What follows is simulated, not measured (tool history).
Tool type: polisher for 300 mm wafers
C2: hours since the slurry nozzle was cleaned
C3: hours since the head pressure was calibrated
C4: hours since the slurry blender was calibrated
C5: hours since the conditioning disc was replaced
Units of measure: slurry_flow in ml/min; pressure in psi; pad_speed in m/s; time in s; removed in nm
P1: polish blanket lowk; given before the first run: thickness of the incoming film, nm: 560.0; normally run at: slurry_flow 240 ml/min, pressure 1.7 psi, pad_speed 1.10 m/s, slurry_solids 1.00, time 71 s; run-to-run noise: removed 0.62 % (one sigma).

run 1 hour=8.3 | slurry_flow=240 pressure=1.7 pad_speed=1.10 slurry_solids=1.00 time=71 | wafers_polished_on_this_pad=195 C2=171.8 C3=137.8 C4=31.3 C5=59.5 | removed=30.396
run 2 hour=17.5 | slurry_flow=330 pressure=1.7 pad_speed=1.10 slurry_solids=0.75 time=71 | wafers_polished_on_this_pad=312 C2=181.0 C3=147.0 C4=40.5 C5=68.7 | removed=27.717
run 3 hour=23.6 | slurry_flow=240 pressure=1.7 pad_speed=1.10 slurry_solids=1.00 time=71 | wafers_polished_on_this_pad=390 C2=187.1 C3=153.1 C4=46.6 C5=74.8 | removed=30.503
run 4 hour=31.2 | slurry_flow=240 pressure=1.7 pad_speed=1.10 slurry_solids=1.00 time=71 | wafers_polished_on_this_pad=487 C2=194.7 C3=160.7 C4=54.2 C5=82.4 | removed=30.760
-- hour=31.5 slurry blender recalibrated
run 5 hour=39.4 | slurry_flow=340 pressure=1.7 pad_speed=1.10 slurry_solids=1.00 time=52 | wafers_polished_on_this_pad=591 C2=202.9 C3=168.9 C4=7.9 C5=90.6 | removed=23.294
run 6 hour=47.5 | slurry_flow=240 pressure=1.7 pad_speed=1.10 slurry_solids=1.00 time=71 | wafers_polished_on_this_pad=695 C2=211.0 C3=177.0 C4=16.0 C5=98.7 | removed=30.596
run 7 hour=52.4 | slurry_flow=240 pressure=1.7 pad_speed=1.10 slurry_solids=1.00 time=71 | wafers_polished_on_this_pad=757 C2=215.9 C3=181.9 C4=20.9 C5=103.6 | removed=30.830
-- hour=58.3 conditioning disc replaced and pad reconditioned
-- hour=61.6 head pressure recalibrated
run 8 hour=61.6 | slurry_flow=240 pressure=1.7 pad_speed=1.10 slurry_solids=1.00 time=71 | wafers_polished_on_this_pad=874 C2=225.1 C3=0.1 C4=30.1 C5=3.3 | removed=30.946
run 9 hour=71.2 | slurry_flow=240 pressure=1.1 pad_speed=1.10 slurry_solids=1.00 time=71 | wafers_polished_on_this_pad=997 C2=234.7 C3=9.7 C4=39.7 C5=12.9 | removed=19.858
run 10 hour=76.3 | slurry_flow=240 pressure=1.7 pad_speed=1.10 slurry_solids=1.00 time=71 | wafers_polished_on_this_pad=1062 C2=239.8 C3=14.8 C4=44.8 C5=18.0 | removed=30.701
run 11 hour=81.2 | slurry_flow=240 pressure=1.7 pad_speed=1.56 slurry_solids=1.00 time=71 | wafers_polished_on_this_pad=1124 C2=244.7 C3=19.7 C4=49.7 C5=22.9 | removed=40.772
run 12 hour=89.4 | slurry_flow=240 pressure=2.7 pad_speed=1.10 slurry_solids=1.00 time=71 | wafers_polished_on_this_pad=1228 C2=252.9 C3=27.9 C4=57.9 C5=31.1 | removed=48.538
run 13 hour=98.1 | slurry_flow=240 pressure=1.7 pad_speed=1.10 slurry_solids=1.00 time=42 | wafers_polished_on_this_pad=1339 C2=261.6 C3=36.6 C4=66.6 C5=39.8 | removed=18.170
run 14 hour=107.7 | slurry_flow=240 pressure=1.7 pad_speed=0.64 slurry_solids=1.00 time=71 | wafers_polished_on_this_pad=1462 C2=271.2 C3=46.2 C4=76.2 C5=49.4 | removed=19.827
run 15 hour=117.6 | slurry_flow=240 pressure=1.7 pad_speed=1.10 slurry_solids=1.00 time=104 | wafers_polished_on_this_pad=1588 C2=281.1 C3=56.1 C4=86.1 C5=59.3 | removed=44.908
run 16 hour=123.1 | slurry_flow=160 pressure=1.7 pad_speed=1.10 slurry_solids=1.00 time=71 | wafers_polished_on_this_pad=1658 C2=286.6 C3=61.6 C4=91.6 C5=64.8 | removed=29.076
run 17 hour=131.5 | slurry_flow=240 pressure=1.7 pad_speed=1.10 slurry_solids=1.25 time=71 | wafers_polished_on_this_pad=1765 C2=295.0 C3=70.0 C4=100.0 C5=73.2 | removed=33.622
run 18 hour=139.6 | slurry_flow=370 pressure=1.7 pad_speed=1.10 slurry_solids=1.00 time=71 | wafers_polished_on_this_pad=1868 C2=303.1 C3=78.1 C4=108.1 C5=81.3 | removed=31.461
run 19 hour=147.5 | slurry_flow=240 pressure=1.7 pad_speed=1.10 slurry_solids=0.50 time=71 | wafers_polished_on_this_pad=1969 C2=311.0 C3=86.0 C4=116.0 C5=89.2 | removed=21.131
run 20 hour=154.5 | slurry_flow=240 pressure=1.7 pad_speed=1.10 slurry_solids=1.00 time=71 | wafers_polished_on_this_pad=2058 C2=318.0 C3=93.0 C4=123.0 C5=96.2 | removed=30.894
run 21 hour=162.4 | slurry_flow=240 pressure=1.7 pad_speed=1.10 slurry_solids=1.00 time=71 | wafers_polished_on_this_pad=2158 C2=325.9 C3=100.9 C4=130.9 C5=104.1 | removed=29.057
run 22 hour=167.6 | slurry_flow=240 pressure=1.7 pad_speed=1.10 slurry_solids=1.00 time=71 | wafers_polished_on_this_pad=2225 C2=331.1 C3=106.1 C4=136.1 C5=109.3 | removed=28.787

For run 23, what comes out?
-- hour=175.2 worn pad replaced by a new one
run 23 hour=175.6 | slurry_flow=240 pressure=1.7 pad_speed=1.10 slurry_solids=1.00 time=71 | wafers_polished_on_this_pad=5 C2=339.1 C3=114.1 C4=144.1 C5=117.3 | removed=?

{"run 23": {"removed": 28.564}}
